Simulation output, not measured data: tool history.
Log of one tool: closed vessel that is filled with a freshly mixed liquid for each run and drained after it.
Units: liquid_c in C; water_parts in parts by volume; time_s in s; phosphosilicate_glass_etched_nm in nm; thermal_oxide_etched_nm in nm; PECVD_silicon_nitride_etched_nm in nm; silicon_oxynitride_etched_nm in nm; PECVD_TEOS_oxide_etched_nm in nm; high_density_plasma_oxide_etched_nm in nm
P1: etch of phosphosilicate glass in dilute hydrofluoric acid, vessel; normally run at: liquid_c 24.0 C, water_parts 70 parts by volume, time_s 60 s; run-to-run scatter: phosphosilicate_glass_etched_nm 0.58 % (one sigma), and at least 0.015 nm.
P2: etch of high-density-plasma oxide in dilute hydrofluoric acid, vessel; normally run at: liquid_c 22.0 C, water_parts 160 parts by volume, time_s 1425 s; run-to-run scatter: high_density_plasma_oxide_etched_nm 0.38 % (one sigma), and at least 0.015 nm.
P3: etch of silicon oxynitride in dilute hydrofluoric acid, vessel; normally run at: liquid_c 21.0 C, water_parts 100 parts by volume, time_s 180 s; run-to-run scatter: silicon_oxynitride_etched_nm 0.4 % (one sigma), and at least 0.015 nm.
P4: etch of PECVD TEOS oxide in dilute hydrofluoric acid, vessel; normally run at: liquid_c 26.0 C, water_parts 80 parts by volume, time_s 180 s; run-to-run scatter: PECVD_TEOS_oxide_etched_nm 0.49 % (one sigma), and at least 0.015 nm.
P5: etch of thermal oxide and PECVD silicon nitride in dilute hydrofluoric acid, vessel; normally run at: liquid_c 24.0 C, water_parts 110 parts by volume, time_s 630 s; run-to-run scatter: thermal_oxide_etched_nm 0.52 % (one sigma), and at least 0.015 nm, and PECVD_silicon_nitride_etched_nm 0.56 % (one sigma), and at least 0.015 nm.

run,hour,process,liquid_c,water_parts,time_s,hours since the thermometer was replaced,hours since the hydrofluoric acid flow meter was replaced,phosphosilicate_glass_etched_nm,thermal_oxide_etched_nm,PECVD_silicon_nitride_etched_nm,silicon_oxynitride_etched_nm,PECVD_TEOS_oxide_etched_nm,high_density_plasma_oxide_etched_nm
1,9.9,P1,24.0,70,60,1469.1,232.3,134.610,,,,,
2,25.4,P1,24.0,70,60,1484.6,247.8,134.490,,,,,
3,41.3,P5,31.5,110,630,1500.5,263.7,,35.320,19.0300,,,
4,54.6,P3,26.5,100,180,1513.8,277.0,,,,7.2444,,
5,66.9,P1,24.0,120,110,1526.1,289.3,136.000,,,,,
6,82.8,P1,24.0,40,60,1542.0,305.2,245.890,,,,,
7,94.8,P4,26.0,80,180,1554.0,317.2,,,,,31.871,
8,110.4,P5,24.0,170,630,1569.6,332.8,,15.888,7.6207,,,
9,121.7,P3,21.0,100,295,1580.9,344.1,,,,9.1475,,
10,132.9,P1,24.0,125,60,1592.1,355.3,70.875,,,,,
11,148.3,P5,24.0,110,630,1607.5,370.7,,26.563,11.7600,,,
12,157.2,P2,22.0,160,2295,1616.4,379.6,,,,,,63.802
13,168.3,P1,24.0,70,30,1627.5,390.7,67.947,,,,,
14,185.6,P4,26.0,80,300,1644.8,408.0,,,,,52.788,
15,197.5,P3,21.0,160,180,1656.7,419.9,,,,3.3413,,
16,205.4,P2,30.0,160,1425,1664.6,427.8,,,,,,53.506
17,222.0,P1,24.0,70,60,1681.2,444.4,134.750,,,,,
18,231.6,P5,24.0,110,280,1690.8,454.0,,11.722,5.2737,,,
19,243.9,P1,24.0,70,105,1703.1,466.3,234.310,,,,,
20,261.3,P3,21.0,100,180,1720.5,483.7,,,,5.5416,,
21,269.2,P1,30.0,70,60,1728.4,491.6,171.300,,,,,
22,282.6,P2,22.0,85,1425,1741.8,505.0,,,,,,80.732
23,293.4,P1,30.0,45,60,1752.6,515.8,273.690,,,,,
24,304.9,P2,22.0,160,1425,1764.1,527.3,,,,,,39.650
25,317.1,P1,20.0,70,60,1776.3,539.5,113.690,,,,,
26,325.9,P2,22.0,160,1425,1785.1,548.3,,,,,,39.582
27,333.9,P1,24.0,70,60,1793.1,556.3,134.310,,,,,

Run 28 comes next. What will it give?
28,349.0,P1,24.0,20,30,1808.2,571.4,?,,,,,

{"run 28": {"phosphosilicate_glass_etched_nm": 254.48}}
